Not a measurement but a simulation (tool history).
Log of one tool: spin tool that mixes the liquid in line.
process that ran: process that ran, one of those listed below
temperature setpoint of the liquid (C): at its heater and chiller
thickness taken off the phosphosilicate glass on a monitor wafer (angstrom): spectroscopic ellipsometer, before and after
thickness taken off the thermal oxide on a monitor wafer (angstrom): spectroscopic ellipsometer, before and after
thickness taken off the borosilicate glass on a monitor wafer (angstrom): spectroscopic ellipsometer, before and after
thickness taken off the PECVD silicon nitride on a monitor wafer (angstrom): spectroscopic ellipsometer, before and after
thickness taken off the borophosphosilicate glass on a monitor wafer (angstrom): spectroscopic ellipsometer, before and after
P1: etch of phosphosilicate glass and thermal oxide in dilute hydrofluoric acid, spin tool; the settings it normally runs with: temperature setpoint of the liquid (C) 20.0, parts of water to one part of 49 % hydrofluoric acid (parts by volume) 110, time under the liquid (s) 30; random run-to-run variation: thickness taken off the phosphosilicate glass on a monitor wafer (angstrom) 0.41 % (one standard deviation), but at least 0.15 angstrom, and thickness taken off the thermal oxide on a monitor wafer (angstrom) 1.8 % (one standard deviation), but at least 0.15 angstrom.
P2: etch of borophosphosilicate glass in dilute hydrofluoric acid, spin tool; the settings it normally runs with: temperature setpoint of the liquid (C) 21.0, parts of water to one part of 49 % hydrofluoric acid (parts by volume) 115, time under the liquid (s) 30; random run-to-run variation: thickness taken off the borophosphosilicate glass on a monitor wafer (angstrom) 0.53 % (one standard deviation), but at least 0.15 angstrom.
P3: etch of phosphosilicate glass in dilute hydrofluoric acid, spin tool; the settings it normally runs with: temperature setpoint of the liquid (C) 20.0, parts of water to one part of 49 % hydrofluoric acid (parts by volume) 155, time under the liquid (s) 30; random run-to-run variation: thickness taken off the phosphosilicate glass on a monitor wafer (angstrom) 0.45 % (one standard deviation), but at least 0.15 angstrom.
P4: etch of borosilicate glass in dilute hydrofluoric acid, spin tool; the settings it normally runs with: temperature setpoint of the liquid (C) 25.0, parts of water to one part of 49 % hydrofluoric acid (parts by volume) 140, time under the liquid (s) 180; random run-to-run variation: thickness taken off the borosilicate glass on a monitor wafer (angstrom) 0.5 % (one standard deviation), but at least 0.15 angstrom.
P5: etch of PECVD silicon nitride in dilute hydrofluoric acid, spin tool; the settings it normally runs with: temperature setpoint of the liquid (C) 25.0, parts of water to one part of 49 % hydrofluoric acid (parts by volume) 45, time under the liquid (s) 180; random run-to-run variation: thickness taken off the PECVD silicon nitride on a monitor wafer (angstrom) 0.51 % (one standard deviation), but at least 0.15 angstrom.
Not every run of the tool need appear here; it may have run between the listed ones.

run	hour	process that ran	temperature setpoint of the liquid (C)	parts of water to one part of 49 % hydrofluoric acid (parts by volume)	time under the liquid (s)	hours since the thermometer was replaced	hours since the hydrofluoric acid flow meter was replaced	thickness taken off the phosphosilicate glass on a monitor wafer (angstrom)	thickness taken off the thermal oxide on a monitor wafer (angstrom)	thickness taken off the borosilicate glass on a monitor wafer (angstrom)	thickness taken off the PECVD silicon nitride on a monitor wafer (angstrom)	thickness taken off the borophosphosilicate glass on a monitor wafer (angstrom)
1	9.1	P1	20.0	110	30	1337.6	652.7	340.260	11.1380			
2	17.5	P1	24.0	110	30	1346.0	661.1	400.130	13.3040			
3	26.5	P4	25.0	140	310	1355.0	670.1			724.17		
4	33.9	P1	20.0	110	30	1362.4	677.5	341.040	11.6960			
5	41.7	P5	25.0	75	180	1370.2	685.3				103.430	
6	51.6	P2	21.0	115	60	1380.1	695.2					142.910
7	64.1	P1	20.0	110	15	1392.6	707.7	170.340	5.7656			
8	75.9	P3	20.0	155	15	1404.4	719.5	79.425				
9	84.9	P1	20.0	180	30	1413.4	728.5	193.430	6.3454			
10	93.8	P2	27.5	115	30	1422.3	737.4					91.653
11	101.2	P5	25.0	45	25	1429.7	744.8				23.637	
12	111.7	P3	20.0	155	30	1440.2	755.3	160.820				
13	121.9	P1	20.0	110	50	1450.4	765.5	563.740	18.9470			
14	127.9	P1	17.0	110	15	1456.4	771.5	151.320	5.1015			
15	137.1	P1	20.0	110	30	1465.6	780.7	338.550	11.1310			
16	145.8	P3	23.5	155	30	1474.3	789.4	182.460				
17	154.7	P3	20.0	80	30	1483.2	798.3	339.180				
18	167.0	P1	20.0	110	30	1495.5	810.6	339.640	11.5520			
19	174.2	P5	20.0	45	180	1502.7	817.8				120.060	
20	184.6	P3	20.0	155	30	1513.1	828.2	160.520				
21	195.8	P1	20.0	110	30	1524.3	839.4	341.280	11.4250			
22	203.3	P2	21.0	115	30	1531.8	846.9					70.789
23	213.3	P4	25.0	140	180	1541.8	856.9			417.34		
24	226.2	P2	21.0	25	30	1554.7	869.8					364.610
25	237.1	P4	21.0	140	180	1565.6	880.7			361.57		
26	244.4	P4	25.0	250	180	1572.9	888.0			209.11		
27	252.0	P1	17.0	110	30	1580.5	895.6	300.070	10.3540			
28	263.2	P1	20.0	50	30	1591.7	906.8	802.830	26.7890			
29	275.2	P5	25.0	45	180	1603.7	918.8				171.030	
30	286.5	P1	20.0	110	30	1615.0	930.1	341.120	11.4290			
31	297.6	P1	20.0	110	30	1626.1	941.2	348.570	11.5120			
32	307.8	P1	20.0	110	30	1636.3	951.4	352.020	11.5140			
33	320.6	P1	20.0	110	30	1649.1	964.2	357.750	11.9250			
34	331.6	P1	20.0	110	30	1660.1	975.2	358.560	12.0060			
35	344.1	P1	20.0	110	30	1672.6	987.7	359.580	11.9570			
36	354.6	P1	20.0	110	30	1683.1	998.2	363.530	12.2660			
37	366.7	P1	20.0	110	30	1695.2	1010.3	363.210	11.8020			
38	380.0	P1	20.0	110	30	1708.5	1023.6	359.490	12.4380			
39	390.9	P1	20.0	110	30	1719.4	1034.5	360.160	12.4580			

P1 no longer gives what it gave before; its output has crept away from where it was. The following 2 causes, each at its listed size, fit the log equally well:
A: liquid hotter than its thermometer reads (K) = 1.55
B: hydrofluoric acid flow above the setpoint (%) = 5.74
Creep in the process output first set in at about hour 286.5.

Of the 4 check runs listed below, each run on one wafer and each result written as a question mark, which would let you distinguish the listed causes because they would give clearly different results?
check 1	401.8	P4	25.0	140	180					?		
check 2	401.8	P2	21.0	115	30							?
check 3	401.8	P3	20.0	155	30			?				
check 4	401.8	P5	25.0	45	180						?	

How each check would come out, cause by cause:
check	result	if A	if B
check 1	thickness taken off the borosilicate glass on a monitor wafer (angstrom)	445.87	448.67
check 2	thickness taken off the borophosphosilicate glass on a monitor wafer (angstrom)	75.531	75.590
check 3	thickness taken off the phosphosilicate glass on a monitor wafer (angstrom)	170.450	171.050
check 4	thickness taken off the PECVD silicon nitride on a monitor wafer (angstrom)	188.340	179.340
Smallest distance between any two causes, each pair judged by its most separating result, in per cent: check 1 0.63 %; check 2 0.08 %; check 3 0.35 %; check 4 4.89 %
Check 4 distinguishes between the causes, while the remaining checks would return nearly the same result for all of them.

With check 4 done, the readings were: thickness taken off the PECVD silicon nitride on a monitor wafer (angstrom) 180.830. Identify which of the listed causes applies.

It is B: hydrofluoric acid flow above the setpoint (%).

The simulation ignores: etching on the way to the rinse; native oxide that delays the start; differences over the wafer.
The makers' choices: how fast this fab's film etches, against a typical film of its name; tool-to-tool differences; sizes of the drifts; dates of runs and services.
